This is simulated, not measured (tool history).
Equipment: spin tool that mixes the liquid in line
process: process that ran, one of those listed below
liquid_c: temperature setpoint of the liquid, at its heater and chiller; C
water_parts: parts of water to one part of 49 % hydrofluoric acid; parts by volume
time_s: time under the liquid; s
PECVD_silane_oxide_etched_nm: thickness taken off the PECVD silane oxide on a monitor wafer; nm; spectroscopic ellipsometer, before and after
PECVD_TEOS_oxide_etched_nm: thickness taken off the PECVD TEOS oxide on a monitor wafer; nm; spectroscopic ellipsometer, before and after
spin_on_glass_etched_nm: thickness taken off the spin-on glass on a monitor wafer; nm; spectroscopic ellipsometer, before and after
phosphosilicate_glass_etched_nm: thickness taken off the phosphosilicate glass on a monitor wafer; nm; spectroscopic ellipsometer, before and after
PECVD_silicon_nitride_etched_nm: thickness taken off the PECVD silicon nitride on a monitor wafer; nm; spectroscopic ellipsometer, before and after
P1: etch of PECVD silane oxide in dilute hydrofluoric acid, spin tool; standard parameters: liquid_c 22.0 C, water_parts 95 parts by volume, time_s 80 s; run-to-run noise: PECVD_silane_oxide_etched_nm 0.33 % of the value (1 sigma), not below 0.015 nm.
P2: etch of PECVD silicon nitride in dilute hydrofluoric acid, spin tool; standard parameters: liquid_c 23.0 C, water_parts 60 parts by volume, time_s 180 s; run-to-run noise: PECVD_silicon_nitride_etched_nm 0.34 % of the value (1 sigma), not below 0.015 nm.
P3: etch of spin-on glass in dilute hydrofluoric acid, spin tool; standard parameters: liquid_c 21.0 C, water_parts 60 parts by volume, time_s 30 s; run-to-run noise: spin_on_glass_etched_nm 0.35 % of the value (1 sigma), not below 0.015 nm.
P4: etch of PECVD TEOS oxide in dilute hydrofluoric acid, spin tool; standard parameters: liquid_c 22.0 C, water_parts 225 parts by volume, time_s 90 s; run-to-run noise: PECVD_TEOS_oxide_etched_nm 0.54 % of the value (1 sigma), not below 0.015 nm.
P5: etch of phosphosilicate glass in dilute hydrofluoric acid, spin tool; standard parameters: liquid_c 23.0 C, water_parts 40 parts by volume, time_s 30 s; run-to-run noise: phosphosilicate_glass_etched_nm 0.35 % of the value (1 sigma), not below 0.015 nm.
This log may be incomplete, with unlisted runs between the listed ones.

run,hour,process,liquid_c,water_parts,time_s,hours since the thermometer was replaced,hours since the hydrofluoric acid flow meter was replaced,PECVD_silane_oxide_etched_nm,PECVD_TEOS_oxide_etched_nm,spin_on_glass_etched_nm,phosphosilicate_glass_etched_nm,PECVD_silicon_nitride_etched_nm
1,6.4,P1,22.0,95,80,565.1,653.1,34.8340,,,,
2,16.0,P1,22.0,35,80,574.7,662.7,101.5800,,,,
3,25.2,P1,27.5,25,80,583.9,671.9,181.0300,,,,
4,38.5,P1,22.0,95,20,597.2,685.2,8.7409,,,,
5,51.1,P4,22.0,225,90,609.8,697.8,,4.3960,,,
6,62.9,P4,22.0,225,90,621.6,709.6,,4.4563,,,
7,71.8,P4,17.0,225,90,630.5,718.5,,3.6421,,,
8,80.5,P1,22.0,95,80,639.2,727.2,34.6590,,,,
9,87.3,P3,21.0,60,30,646.0,734.0,,,25.518,,
10,93.3,P1,18.0,95,80,652.0,740.0,29.4590,,,,
# hour 96.5: hydrofluoric acid flow meter replaced
11,99.5,P5,23.0,40,30,658.2,3.0,,,,156.590,
12,107.4,P2,23.0,60,180,666.1,10.9,,,,,10.8610
13,117.6,P1,22.0,95,80,676.3,21.1,34.6780,,,,
14,125.5,P4,22.0,225,145,684.2,29.0,,7.0399,,,
15,136.4,P1,22.0,95,80,695.1,39.9,34.7230,,,,
16,146.3,P1,22.0,95,80,705.0,49.8,34.9240,,,,
# hour 156.2: thermometer replaced
17,156.8,P1,22.0,95,80,0.6,60.3,34.8860,,,,
18,168.6,P2,23.0,20,180,12.4,72.1,,,,,31.4830
19,179.1,P5,23.0,40,15,22.9,82.6,,,,78.597,
20,190.0,P1,22.0,170,125,33.8,93.5,27.7980,,,,
21,200.9,P2,23.0,60,50,44.7,104.4,,,,,3.0238
22,210.7,P1,22.0,155,80,54.5,114.2,20.0100,,,,
23,218.5,P1,28.0,95,80,62.3,122.0,43.9750,,,,
24,230.2,P5,30.5,40,30,74.0,133.7,,,,211.290,
25,243.4,P1,22.0,95,140,87.2,146.9,61.1810,,,,
26,253.9,P3,21.0,60,15,97.7,157.4,,,12.857,,
27,266.5,P5,23.0,70,30,110.3,170.0,,,,86.306,
28,279.1,P5,23.0,40,30,122.9,182.6,,,,156.020,
29,289.5,P2,23.0,60,180,133.3,193.0,,,,,10.9310

Run 30, settings as shown, results not yet in. Your forecast:
30,300.1,P1,22.0,95,80,143.9,203.6,?,,,,

{"run 30": {"PECVD_silane_oxide_etched_nm": 34.775}}
